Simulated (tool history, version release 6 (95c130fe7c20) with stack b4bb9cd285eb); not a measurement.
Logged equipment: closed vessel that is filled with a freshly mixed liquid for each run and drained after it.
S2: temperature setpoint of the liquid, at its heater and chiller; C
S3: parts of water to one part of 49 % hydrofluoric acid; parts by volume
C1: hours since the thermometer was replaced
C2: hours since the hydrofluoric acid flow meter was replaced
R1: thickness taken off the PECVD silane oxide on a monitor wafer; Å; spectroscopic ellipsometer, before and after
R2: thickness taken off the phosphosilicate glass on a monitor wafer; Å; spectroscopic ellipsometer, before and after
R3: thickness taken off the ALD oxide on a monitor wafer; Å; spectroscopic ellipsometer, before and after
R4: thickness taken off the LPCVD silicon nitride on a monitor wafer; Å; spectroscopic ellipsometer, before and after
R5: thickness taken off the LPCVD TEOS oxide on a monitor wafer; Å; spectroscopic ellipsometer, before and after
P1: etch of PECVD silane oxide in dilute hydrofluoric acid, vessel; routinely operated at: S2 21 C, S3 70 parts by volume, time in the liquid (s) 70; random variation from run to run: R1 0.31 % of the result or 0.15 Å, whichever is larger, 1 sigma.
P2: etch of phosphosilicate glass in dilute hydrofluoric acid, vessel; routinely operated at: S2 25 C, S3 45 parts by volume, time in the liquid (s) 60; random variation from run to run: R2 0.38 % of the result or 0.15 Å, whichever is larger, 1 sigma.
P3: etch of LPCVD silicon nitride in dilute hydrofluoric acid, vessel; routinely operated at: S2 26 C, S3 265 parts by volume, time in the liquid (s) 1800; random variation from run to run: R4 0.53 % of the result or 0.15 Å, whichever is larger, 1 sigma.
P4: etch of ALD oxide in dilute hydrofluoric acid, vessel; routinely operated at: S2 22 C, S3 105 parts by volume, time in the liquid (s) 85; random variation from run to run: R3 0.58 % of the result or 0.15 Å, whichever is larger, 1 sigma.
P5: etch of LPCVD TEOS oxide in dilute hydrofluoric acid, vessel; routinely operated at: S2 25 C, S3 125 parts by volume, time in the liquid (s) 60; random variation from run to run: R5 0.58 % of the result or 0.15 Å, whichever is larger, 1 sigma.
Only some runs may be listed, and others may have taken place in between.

{"run": 1, "hour": 12.6, "process that ran": "P1", "S2": 21, "S3": 70, "time in the liquid (s)": 70, "C1": 589.7, "C2": 341.2, "R1": 175.52}
{"run": 2, "hour": 20.2, "process that ran": "P2", "S2": 30.5, "S3": 45, "time in the liquid (s)": 60, "C1": 597.3, "C2": 348.8, "R2": 1601.5}
{"run": 3, "hour": 35.3, "process that ran": "P1", "S2": 27.5, "S3": 125, "time in the liquid (s)": 70, "C1": 612.4, "C2": 363.9, "R1": 118.62}
{"run": 4, "hour": 51.0, "process that ran": "P1", "S2": 21, "S3": 25, "time in the liquid (s)": 70, "C1": 628.1, "C2": 379.6, "R1": 521.89}
{"run": 5, "hour": 65.5, "process that ran": "P4", "S2": 22, "S3": 105, "time in the liquid (s)": 30, "C1": 642.6, "C2": 394.1, "R3": 41.05}
{"run": 6, "hour": 80.0, "process that ran": "P1", "S2": 21, "S3": 70, "time in the liquid (s)": 135, "C1": 657.1, "C2": 408.6, "R1": 338.05}
{"run": 7, "hour": 96.1, "process that ran": "P2", "S2": 25, "S3": 45, "time in the liquid (s)": 60, "C1": 673.2, "C2": 424.7, "R2": 1285.9}
{"run": 8, "hour": 111.4, "process that ran": "P3", "S2": 26, "S3": 265, "time in the liquid (s)": 1800, "C1": 688.5, "C2": 440, "R4": 40.036}
{"run": 9, "hour": 124.6, "process that ran": "P2", "S2": 25, "S3": 20, "time in the liquid (s)": 60, "C1": 701.7, "C2": 453.2, "R2": 2995.7}
{"run": 10, "hour": 140.6, "process that ran": "P1", "S2": 21, "S3": 70, "time in the liquid (s)": 70, "C1": 717.7, "C2": 469.2, "R1": 175.45}
{"run": 11, "hour": 156.8, "process that ran": "P1", "S2": 21, "S3": 70, "time in the liquid (s)": 70, "C1": 733.9, "C2": 485.4, "R1": 175.88}
{"run": 12, "hour": 164.8, "process that ran": "P1", "S2": 17, "S3": 70, "time in the liquid (s)": 70, "C1": 741.9, "C2": 493.4, "R1": 148.47}
{"run": 13, "hour": 177.5, "process that ran": "P4", "S2": 29, "S3": 105, "time in the liquid (s)": 85, "C1": 754.6, "C2": 506.1, "R3": 152.86}
{"run": 14, "hour": 189.5, "process that ran": "P3", "S2": 21, "S3": 265, "time in the liquid (s)": 1800, "C1": 766.6, "C2": 518.1, "R4": 29.695}
{"run": 15, "hour": 205.1, "process that ran": "P1", "S2": 21, "S3": 70, "time in the liquid (s)": 70, "C1": 782.2, "C2": 533.7, "R1": 174.84}
{"run": 16, "hour": 214.5, "process that ran": "P5", "S2": 25, "S3": 225, "time in the liquid (s)": 60, "C1": 791.6, "C2": 543.1, "R5": 134.98}
{"run": 17, "hour": 228.5, "process that ran": "P2", "S2": 25, "S3": 45, "time in the liquid (s)": 30, "C1": 805.6, "C2": 557.1, "R2": 644.34}
{"run": 18, "hour": 239.5, "process that ran": "P3", "S2": 26, "S3": 105, "time in the liquid (s)": 1800, "C1": 816.6, "C2": 568.1, "R4": 101.1}
{"run": 19, "hour": 252.1, "process that ran": "P1", "S2": 21, "S3": 70, "time in the liquid (s)": 30, "C1": 829.2, "C2": 580.7, "R1": 75.039}
{"run": 20, "hour": 261.8, "process that ran": "P4", "S2": 22, "S3": 105, "time in the liquid (s)": 85, "C1": 838.9, "C2": 590.4, "R3": 115.6}
{"run": 21, "hour": 277.4, "process that ran": "P1", "S2": 21, "S3": 95, "time in the liquid (s)": 70, "C1": 854.5, "C2": 606, "R1": 125.95}
{"run": 22, "hour": 285.0, "process that ran": "P4", "S2": 22, "S3": 105, "time in the liquid (s)": 85, "C1": 862.1, "C2": 613.6, "R3": 116.41}
{"run": 23, "hour": 299.8, "process that ran": "P1", "S2": 21, "S3": 70, "time in the liquid (s)": 70, "C1": 876.9, "C2": 628.4, "R1": 176.64}
{"run": 24, "hour": 310.2, "process that ran": "P1", "S2": 21, "S3": 70, "time in the liquid (s)": 70, "C1": 887.3, "C2": 638.8, "R1": 175.37}
{"run": 25, "hour": 322.2, "process that ran": "P4", "S2": 22, "S3": 65, "time in the liquid (s)": 85, "C1": 899.3, "C2": 650.8, "R3": 195.19}
{"run": 26, "hour": 336.9, "process that ran": "P5", "S2": 25, "S3": 125, "time in the liquid (s)": 60, "C1": 914, "C2": 665.5, "R5": 273.24}

Run 27 comes next. What will it give?
{"run": 27, "hour": 352.7, "process that ran": "P1", "S2": 26, "S3": 70, "time in the liquid (s)": 70, "C1": 929.8, "C2": 681.3, "R1": "?"}

R1: 215.66 Å

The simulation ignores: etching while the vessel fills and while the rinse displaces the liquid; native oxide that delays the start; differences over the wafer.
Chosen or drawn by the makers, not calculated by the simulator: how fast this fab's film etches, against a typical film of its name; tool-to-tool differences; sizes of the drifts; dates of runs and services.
